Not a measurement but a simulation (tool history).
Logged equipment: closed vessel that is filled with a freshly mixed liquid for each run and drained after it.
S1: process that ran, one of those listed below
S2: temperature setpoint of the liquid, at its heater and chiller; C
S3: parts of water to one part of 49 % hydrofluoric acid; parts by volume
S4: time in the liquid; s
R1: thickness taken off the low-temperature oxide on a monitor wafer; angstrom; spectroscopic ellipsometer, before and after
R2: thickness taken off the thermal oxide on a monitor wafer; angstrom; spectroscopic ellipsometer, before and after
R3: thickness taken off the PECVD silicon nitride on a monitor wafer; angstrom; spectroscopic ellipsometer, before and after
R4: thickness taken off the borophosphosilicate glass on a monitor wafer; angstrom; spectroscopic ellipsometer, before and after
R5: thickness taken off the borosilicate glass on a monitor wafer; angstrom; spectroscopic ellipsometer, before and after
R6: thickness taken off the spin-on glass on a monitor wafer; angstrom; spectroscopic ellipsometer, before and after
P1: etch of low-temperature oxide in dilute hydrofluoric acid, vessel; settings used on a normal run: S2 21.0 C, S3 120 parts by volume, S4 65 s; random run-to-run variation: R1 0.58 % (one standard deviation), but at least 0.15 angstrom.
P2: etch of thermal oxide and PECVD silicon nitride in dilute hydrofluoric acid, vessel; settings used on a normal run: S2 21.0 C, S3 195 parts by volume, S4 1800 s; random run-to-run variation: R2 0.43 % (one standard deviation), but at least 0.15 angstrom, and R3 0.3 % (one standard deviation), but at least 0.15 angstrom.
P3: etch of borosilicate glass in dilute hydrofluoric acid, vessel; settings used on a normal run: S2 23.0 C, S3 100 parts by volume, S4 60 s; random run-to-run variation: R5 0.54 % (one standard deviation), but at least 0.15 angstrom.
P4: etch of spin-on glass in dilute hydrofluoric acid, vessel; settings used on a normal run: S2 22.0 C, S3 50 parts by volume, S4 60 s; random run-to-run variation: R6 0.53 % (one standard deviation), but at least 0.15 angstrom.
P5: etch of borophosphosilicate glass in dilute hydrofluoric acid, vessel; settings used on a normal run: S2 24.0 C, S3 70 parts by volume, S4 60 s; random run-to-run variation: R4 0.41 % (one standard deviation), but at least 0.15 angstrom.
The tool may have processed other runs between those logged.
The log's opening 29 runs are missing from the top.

run	hour	S1	S2	S3	S4	R1	R2	R3	R4	R5	R6
30	193.6	P4	22.0	50	60						484.37
31	198.5	P2	21.0	290	1800		218.08	233.41			
32	206.8	P1	26.0	160	65	88.959					
33	215.2	P1	21.0	120	65	102.580					
34	222.8	P4	22.0	50	60						489.67
35	228.2	P1	21.0	120	65	103.340					
36	234.3	P1	21.0	120	65	100.500					
37	240.1	P1	21.0	120	65	98.199					

Run 38 has not been measured yet. What should we expect?
38	248.1	P1	21.0	120	65	?					

R1: 96.988 angstrom
